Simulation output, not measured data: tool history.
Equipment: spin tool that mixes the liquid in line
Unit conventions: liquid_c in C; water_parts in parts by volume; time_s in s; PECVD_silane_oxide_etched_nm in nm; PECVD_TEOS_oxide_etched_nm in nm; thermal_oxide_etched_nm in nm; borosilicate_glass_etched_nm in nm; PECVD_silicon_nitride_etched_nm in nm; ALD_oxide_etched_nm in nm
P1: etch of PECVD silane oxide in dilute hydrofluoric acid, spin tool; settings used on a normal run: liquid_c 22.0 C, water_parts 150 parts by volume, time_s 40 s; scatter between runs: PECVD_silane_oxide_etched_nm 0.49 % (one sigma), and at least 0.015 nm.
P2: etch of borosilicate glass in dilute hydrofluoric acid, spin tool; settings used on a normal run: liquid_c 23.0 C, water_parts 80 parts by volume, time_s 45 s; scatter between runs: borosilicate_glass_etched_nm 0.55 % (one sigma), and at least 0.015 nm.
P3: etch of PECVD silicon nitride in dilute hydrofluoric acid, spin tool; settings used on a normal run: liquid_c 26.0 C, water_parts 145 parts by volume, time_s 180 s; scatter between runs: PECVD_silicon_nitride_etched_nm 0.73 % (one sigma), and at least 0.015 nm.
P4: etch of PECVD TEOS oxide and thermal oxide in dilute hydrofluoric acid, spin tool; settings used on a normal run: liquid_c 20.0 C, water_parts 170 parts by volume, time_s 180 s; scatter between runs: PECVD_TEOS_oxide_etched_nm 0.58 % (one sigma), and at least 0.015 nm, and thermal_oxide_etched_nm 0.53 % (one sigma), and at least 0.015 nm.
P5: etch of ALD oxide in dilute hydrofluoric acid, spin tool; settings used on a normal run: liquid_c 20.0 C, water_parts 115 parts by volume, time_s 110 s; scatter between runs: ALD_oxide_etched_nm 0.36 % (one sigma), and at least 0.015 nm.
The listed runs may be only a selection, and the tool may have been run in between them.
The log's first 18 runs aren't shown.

run,hour,process,liquid_c,water_parts,time_s,PECVD_silane_oxide_etched_nm,PECVD_TEOS_oxide_etched_nm,thermal_oxide_etched_nm,borosilicate_glass_etched_nm,PECVD_silicon_nitride_etched_nm,ALD_oxide_etched_nm
19,62.7,P1,22.0,150,40,8.8937,,,,,
20,67.3,P1,22.0,150,40,8.8831,,,,,
21,71.7,P4,20.0,170,15,,0.62046,0.36548,,,
22,75.1,P4,17.0,170,180,,6.51050,3.87430,,,
23,78.4,P5,17.0,115,110,,,,,,15.8130
24,82.4,P1,17.0,40,40,30.6260,,,,,
25,86.3,P4,20.0,170,180,,7.38130,4.36190,,,
26,88.8,P1,22.0,150,40,8.9810,,,,,

Estimate the outcome of run 27 from the log above:
27,93.1,P3,26.0,260,180,,,,,?,

{"run 27": {"PECVD_silicon_nitride_etched_nm": 1.9026}}
